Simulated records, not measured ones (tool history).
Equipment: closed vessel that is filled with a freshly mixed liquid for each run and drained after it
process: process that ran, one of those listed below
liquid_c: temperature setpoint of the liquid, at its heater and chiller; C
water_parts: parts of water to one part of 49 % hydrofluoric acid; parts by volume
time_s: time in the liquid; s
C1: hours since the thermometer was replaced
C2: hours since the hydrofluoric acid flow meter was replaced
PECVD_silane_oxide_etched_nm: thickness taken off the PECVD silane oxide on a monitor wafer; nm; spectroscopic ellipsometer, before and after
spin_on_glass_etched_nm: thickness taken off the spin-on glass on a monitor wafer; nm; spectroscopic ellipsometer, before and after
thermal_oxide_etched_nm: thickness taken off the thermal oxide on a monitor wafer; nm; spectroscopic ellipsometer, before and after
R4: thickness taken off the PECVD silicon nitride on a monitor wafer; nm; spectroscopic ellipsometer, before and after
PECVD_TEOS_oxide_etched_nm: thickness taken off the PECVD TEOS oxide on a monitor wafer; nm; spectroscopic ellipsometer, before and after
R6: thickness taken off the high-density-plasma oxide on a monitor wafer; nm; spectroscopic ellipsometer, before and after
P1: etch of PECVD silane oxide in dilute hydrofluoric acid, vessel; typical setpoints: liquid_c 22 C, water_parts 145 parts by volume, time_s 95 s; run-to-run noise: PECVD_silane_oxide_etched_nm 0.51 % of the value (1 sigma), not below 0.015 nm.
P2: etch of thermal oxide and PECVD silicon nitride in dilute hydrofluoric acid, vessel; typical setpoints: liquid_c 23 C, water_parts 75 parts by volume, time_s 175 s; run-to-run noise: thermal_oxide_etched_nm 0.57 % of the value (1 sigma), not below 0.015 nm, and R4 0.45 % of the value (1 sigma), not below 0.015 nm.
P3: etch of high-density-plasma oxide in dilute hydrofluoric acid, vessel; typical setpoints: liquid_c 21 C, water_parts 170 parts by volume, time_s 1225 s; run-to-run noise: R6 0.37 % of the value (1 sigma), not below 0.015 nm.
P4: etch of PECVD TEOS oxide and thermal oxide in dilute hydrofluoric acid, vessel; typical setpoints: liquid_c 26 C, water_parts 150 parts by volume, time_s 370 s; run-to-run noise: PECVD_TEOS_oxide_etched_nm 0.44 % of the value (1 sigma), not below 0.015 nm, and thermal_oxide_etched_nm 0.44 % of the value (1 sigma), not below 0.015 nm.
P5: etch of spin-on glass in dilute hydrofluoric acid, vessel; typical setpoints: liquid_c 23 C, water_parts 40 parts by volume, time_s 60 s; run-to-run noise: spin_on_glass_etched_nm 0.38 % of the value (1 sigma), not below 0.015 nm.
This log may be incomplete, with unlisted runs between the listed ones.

Run 1, day 0.171: process P1, liquid_c 22 C, water_parts 145 parts by volume, time_s 95 s; C1 396.6; C2 1426.7. Result: PECVD_silane_oxide_etched_nm 27.599 nm.
Run 2, day 0.308: process P5, liquid_c 23 C, water_parts 40 parts by volume, time_s 110 s; C1 399.9; C2 1430. Result: spin_on_glass_etched_nm 62.408 nm.
Run 3, day 0.412: process P2, liquid_c 23 C, water_parts 75 parts by volume, time_s 175 s; C1 402.4; C2 1432.5. Result: thermal_oxide_etched_nm 10.964 nm, R4 12.258 nm.
Run 4, day 0.592: process P1, liquid_c 22 C, water_parts 145 parts by volume, time_s 95 s; C1 406.7; C2 1436.8. Result: PECVD_silane_oxide_etched_nm 27.996 nm.
Run 5, day 0.733: process P1, liquid_c 22 C, water_parts 145 parts by volume, time_s 95 s; C1 410.1; C2 1440.2. Result: PECVD_silane_oxide_etched_nm 27.65 nm.
Run 6, day 0.925: process P1, liquid_c 22 C, water_parts 145 parts by volume, time_s 95 s; C1 414.7; C2 1444.8. Result: PECVD_silane_oxide_etched_nm 27.988 nm.
Run 7, day 1.033: process P5, liquid_c 23 C, water_parts 40 parts by volume, time_s 60 s; C1 417.3; C2 1447.4. Result: spin_on_glass_etched_nm 34.071 nm.
Run 8, day 1.2: process P4, liquid_c 26 C, water_parts 150 parts by volume, time_s 720 s; C1 421.3; C2 1451.4. Result: thermal_oxide_etched_nm 23.922 nm, PECVD_TEOS_oxide_etched_nm 55.69 nm.
Run 9, day 1.346: process P4, liquid_c 31.5 C, water_parts 150 parts by volume, time_s 370 s; C1 424.8; C2 1454.9. Result: thermal_oxide_etched_nm 14.998 nm, PECVD_TEOS_oxide_etched_nm 35.116 nm.
Run 10, day 1.446: process P3, liquid_c 21 C, water_parts 45 parts by volume, time_s 1225 s; C1 427.2; C2 1457.3. Result: R6 127.05 nm.
Run 11, day 1.604: process P2, liquid_c 23 C, water_parts 75 parts by volume, time_s 330 s; C1 431; C2 1461.1. Result: thermal_oxide_etched_nm 20.558 nm, R4 23.327 nm.
Run 12, day 1.783: process P1, liquid_c 22 C, water_parts 145 parts by volume, time_s 40 s; C1 435.3; C2 1465.4. Result: PECVD_silane_oxide_etched_nm 11.637 nm.
Run 13, day 1.921: process P2, liquid_c 23 C, water_parts 20 parts by volume, time_s 175 s; C1 438.6; C2 1468.7. Result: thermal_oxide_etched_nm 44.185 nm, R4 44.57 nm.
Run 14, day 2.033: process P2, liquid_c 23 C, water_parts 75 parts by volume, time_s 175 s; C1 441.3; C2 1471.4. Result: thermal_oxide_etched_nm 10.964 nm, R4 12.358 nm.
Run 15, day 2.188: process P3, liquid_c 17 C, water_parts 170 parts by volume, time_s 1225 s; C1 445; C2 1475.1. Result: R6 25.092 nm.
Run 16, day 2.35: process P1, liquid_c 22 C, water_parts 145 parts by volume, time_s 95 s; C1 448.9; C2 1479. Result: PECVD_silane_oxide_etched_nm 27.735 nm.
Run 17, day 2.521: process P5, liquid_c 23 C, water_parts 20 parts by volume, time_s 60 s; C1 453; C2 1483.1. Result: spin_on_glass_etched_nm 69.803 nm.
Run 18, day 2.625: process P4, liquid_c 26 C, water_parts 90 parts by volume, time_s 370 s; C1 455.5; C2 1485.6. Result: thermal_oxide_etched_nm 22.192 nm, PECVD_TEOS_oxide_etched_nm 51.408 nm.
Run 19, day 2.821: process P1, liquid_c 17 C, water_parts 145 parts by volume, time_s 95 s; C1 460.2; C2 1490.3. Result: PECVD_silane_oxide_etched_nm 22.85 nm.
Run 20, day 2.988: process P4, liquid_c 26 C, water_parts 150 parts by volume, time_s 370 s; C1 464.2; C2 1494.3. Result: thermal_oxide_etched_nm 12.136 nm, PECVD_TEOS_oxide_etched_nm 28.456 nm.
Run 21, day 3.138: process P1, liquid_c 22 C, water_parts 255 parts by volume, time_s 95 s; C1 467.8; C2 1497.9. Result: PECVD_silane_oxide_etched_nm 14.041 nm.
Run 22, day 3.296: process P1, liquid_c 22 C, water_parts 145 parts by volume, time_s 95 s; C1 471.6; C2 1501.7. Result: PECVD_silane_oxide_etched_nm 27.73 nm.
Run 23, day 3.404: process P1, liquid_c 22 C, water_parts 35 parts by volume, time_s 95 s; C1 474.2; C2 1504.3. Result: PECVD_silane_oxide_etched_nm 129.81 nm.
Run 24, day 3.6: process P3, liquid_c 21 C, water_parts 170 parts by volume, time_s 205 s; C1 478.9; C2 1509. Result: R6 4.8855 nm.
Run 25, day 3.783: process P1, liquid_c 17 C, water_parts 230 parts by volume, time_s 95 s; C1 483.3; C2 1513.4. Result: PECVD_silane_oxide_etched_nm 13.189 nm.
Run 26, day 3.938: process P3, liquid_c 21 C, water_parts 170 parts by volume, time_s 1225 s; C1 487; C2 1517.1. Result: R6 29.34 nm.
Run 27, day 4.138: process P2, liquid_c 17 C, water_parts 75 parts by volume, time_s 175 s; C1 491.8; C2 1521.9. Result: thermal_oxide_etched_nm 8.4986 nm, R4 8.172 nm.
Run 28, day 4.25: process P5, liquid_c 31 C, water_parts 40 parts by volume, time_s 60 s; C1 494.5; C2 1524.6. Result: spin_on_glass_etched_nm 47.392 nm.
Run 29, day 4.396: process P1, liquid_c 27 C, water_parts 145 parts by volume, time_s 95 s; C1 498; C2 1528.1. Result: PECVD_silane_oxide_etched_nm 33.265 nm.

Run 30 has not been measured yet. What should we expect?
Run 30, day 4.604: process P1, liquid_c 22 C, water_parts 145 parts by volume, time_s 155 s; C1 503; C2 1533.1. Result: PECVD_silane_oxide_etched_nm ?.

Run 30 produced PECVD_silane_oxide_etched_nm 45.218 nm.

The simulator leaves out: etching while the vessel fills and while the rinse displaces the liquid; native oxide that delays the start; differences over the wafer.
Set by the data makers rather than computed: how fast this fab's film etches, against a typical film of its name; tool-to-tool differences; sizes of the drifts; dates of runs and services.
